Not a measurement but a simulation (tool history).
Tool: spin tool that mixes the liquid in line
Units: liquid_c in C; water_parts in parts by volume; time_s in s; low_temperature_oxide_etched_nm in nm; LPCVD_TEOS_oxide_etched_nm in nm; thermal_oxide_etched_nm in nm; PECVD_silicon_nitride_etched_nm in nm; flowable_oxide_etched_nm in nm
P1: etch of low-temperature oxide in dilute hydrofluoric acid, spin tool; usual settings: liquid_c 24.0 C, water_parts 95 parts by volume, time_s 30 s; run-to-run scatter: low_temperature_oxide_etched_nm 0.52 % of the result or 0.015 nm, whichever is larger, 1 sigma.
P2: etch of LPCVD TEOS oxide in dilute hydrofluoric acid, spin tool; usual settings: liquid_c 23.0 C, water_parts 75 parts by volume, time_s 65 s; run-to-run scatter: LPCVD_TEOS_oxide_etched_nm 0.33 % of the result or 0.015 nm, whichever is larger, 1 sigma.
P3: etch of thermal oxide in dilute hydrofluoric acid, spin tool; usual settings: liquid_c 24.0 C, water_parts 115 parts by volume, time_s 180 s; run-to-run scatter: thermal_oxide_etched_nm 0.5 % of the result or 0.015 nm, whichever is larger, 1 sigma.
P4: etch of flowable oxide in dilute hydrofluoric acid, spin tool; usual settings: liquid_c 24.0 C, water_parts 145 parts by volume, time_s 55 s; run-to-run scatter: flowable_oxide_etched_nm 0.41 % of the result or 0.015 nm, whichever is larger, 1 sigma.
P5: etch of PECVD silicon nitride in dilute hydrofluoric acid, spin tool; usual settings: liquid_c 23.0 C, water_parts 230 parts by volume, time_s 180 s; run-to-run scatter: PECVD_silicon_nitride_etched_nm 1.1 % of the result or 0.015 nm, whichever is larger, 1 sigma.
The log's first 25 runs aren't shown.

run,hour,process,liquid_c,water_parts,time_s,low_temperature_oxide_etched_nm,LPCVD_TEOS_oxide_etched_nm,thermal_oxide_etched_nm,PECVD_silicon_nitride_etched_nm,flowable_oxide_etched_nm
26,199.0,P2,23.0,75,120,,28.703,,,
27,209.7,P4,24.0,145,110,,,,,32.7340
28,216.1,P2,23.0,20,65,,63.045,,,
29,222.5,P3,17.5,115,180,,,5.45500,,
30,230.4,P1,24.0,95,30,11.0950,,,,
31,236.1,P5,23.0,230,180,,,,1.96440,
32,241.6,P1,24.0,95,30,11.1920,,,,
33,247.6,P1,24.0,95,30,11.3370,,,,
34,252.3,P1,24.0,95,30,11.5310,,,,
35,261.2,P1,24.0,95,30,11.9640,,,,

Run 36 comes next. What will it give?
36,271.8,P1,24.0,95,30,?,,,,

low_temperature_oxide_etched_nm: 11.9240 nm

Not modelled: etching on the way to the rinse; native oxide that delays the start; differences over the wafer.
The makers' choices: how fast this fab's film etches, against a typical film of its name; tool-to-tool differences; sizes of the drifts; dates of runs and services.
